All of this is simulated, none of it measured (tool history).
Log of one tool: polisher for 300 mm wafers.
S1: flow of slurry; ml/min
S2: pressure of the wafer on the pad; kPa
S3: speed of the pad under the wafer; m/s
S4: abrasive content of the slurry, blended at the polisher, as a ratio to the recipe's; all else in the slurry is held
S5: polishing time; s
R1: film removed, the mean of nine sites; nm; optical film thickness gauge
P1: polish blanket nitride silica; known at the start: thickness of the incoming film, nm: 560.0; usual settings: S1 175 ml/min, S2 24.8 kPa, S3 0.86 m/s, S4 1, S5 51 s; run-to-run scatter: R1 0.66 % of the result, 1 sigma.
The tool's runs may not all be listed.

run     day   S1    S2    S3    S4  S5      R1
  1   0.475  175  24.8  0.86     1  51  27.011
  2   0.942  240  24.8  0.86     1  51  27.679
  3   1.546  175  31.7  0.86     1  51  33.695
  4   2.254  175  24.8  0.86     1  51  26.674
  5   2.583  175  24.8  0.86     1  51  26.825
  6   3.083  175  11.7  0.86     1  51  12.726
  7     3.8  175  24.8  0.86     1  51  26.758
  8   4.471  175  24.8  0.64   1.4  51  24.533
  9   5.125  175  24.8  0.86   1.4  51  30.886
 10    5.45  105  24.8  0.86     1  51  24.181
 11   5.875  175  24.8  1.16     1  51  34.156
 12   6.525  175  24.8  0.86     1  51  26.942
 13   6.996  175  24.8  0.86     1  23  11.964
 14   7.475  175  24.8  0.46     1  51  16.291
 15   8.117  175  24.8  0.86     1  80  42.093
      8.125  -- slurry blender recalibrated
 16   8.825  175  24.8   1.1   0.6  51  25.272
 17   9.171  175  24.8  0.86  0.55  51  19.614
 18   9.633  175  24.8  0.86     1  51  26.744
 19  10.062  175  24.8  0.86     1  51  26.315
 20  10.688  175  24.8  0.86     1  51    25.8
 21  11.092  175  24.8  0.86     1  51  25.303
     11.196  -- conditioning disc replaced and pad reconditioned
     11.496  -- slurry blender recalibrated
 22  11.729  175  24.8  0.86     1  51  25.238
     11.975  -- head pressure recalibrated
 23   12.15  175  24.8  0.86     1  51  25.061
 24  12.704  175  24.8  0.86     1  51  24.961
 25  13.058  175  24.8  0.86     1  51  24.899

What P1 gives has crept away from where it was. These 2 causes fit the log equally well, each at the size given:
A: removal rate lost through wear of the pad, % = 6.96
B: slurry flow missing at the pad, % = 33.1
The creep began at about day 9.633.
Why every other cause is out:
head's pressure below its setpoint, %: serviced at day 11.975, which brought nothing back
abrasive missing from the slurry, %: serviced at day 11.496, which brought nothing back
time polished since the conditioner stopped cutting, s: serviced at day 11.196, which brought nothing back

4 check runs are offered, each on 2 wafers whose results are averaged, their results left as question marks. Which one tells the causes apart?
check 1  13.412  105  24.8  0.68   1  51   ?
check 2  13.412  175  13.1  0.48   1  51   ?
check 3  13.412  175  24.8  1.12   1  51   ?
check 4  13.412  175  24.8  0.86   1  76   ?

What each check would give under each cause:
  check  result    if A    if B
check 1      R1   18.77  18.001
check 2      R1  8.2599  8.2586
check 3      R1  30.825   30.82
check 4      R1  37.186   37.18
How far apart the two closest causes lie, in the result that separates them most: check 1 4.19 %; check 2 0.02 %; check 3 0.02 %; check 4 0.02 %
Check 1 tells the causes apart: in the others they would give nearly the same result.

Check 1 was then run and gave: R1 17.943 nm. Which cause is it?

It is B: slurry flow missing at the pad, %.
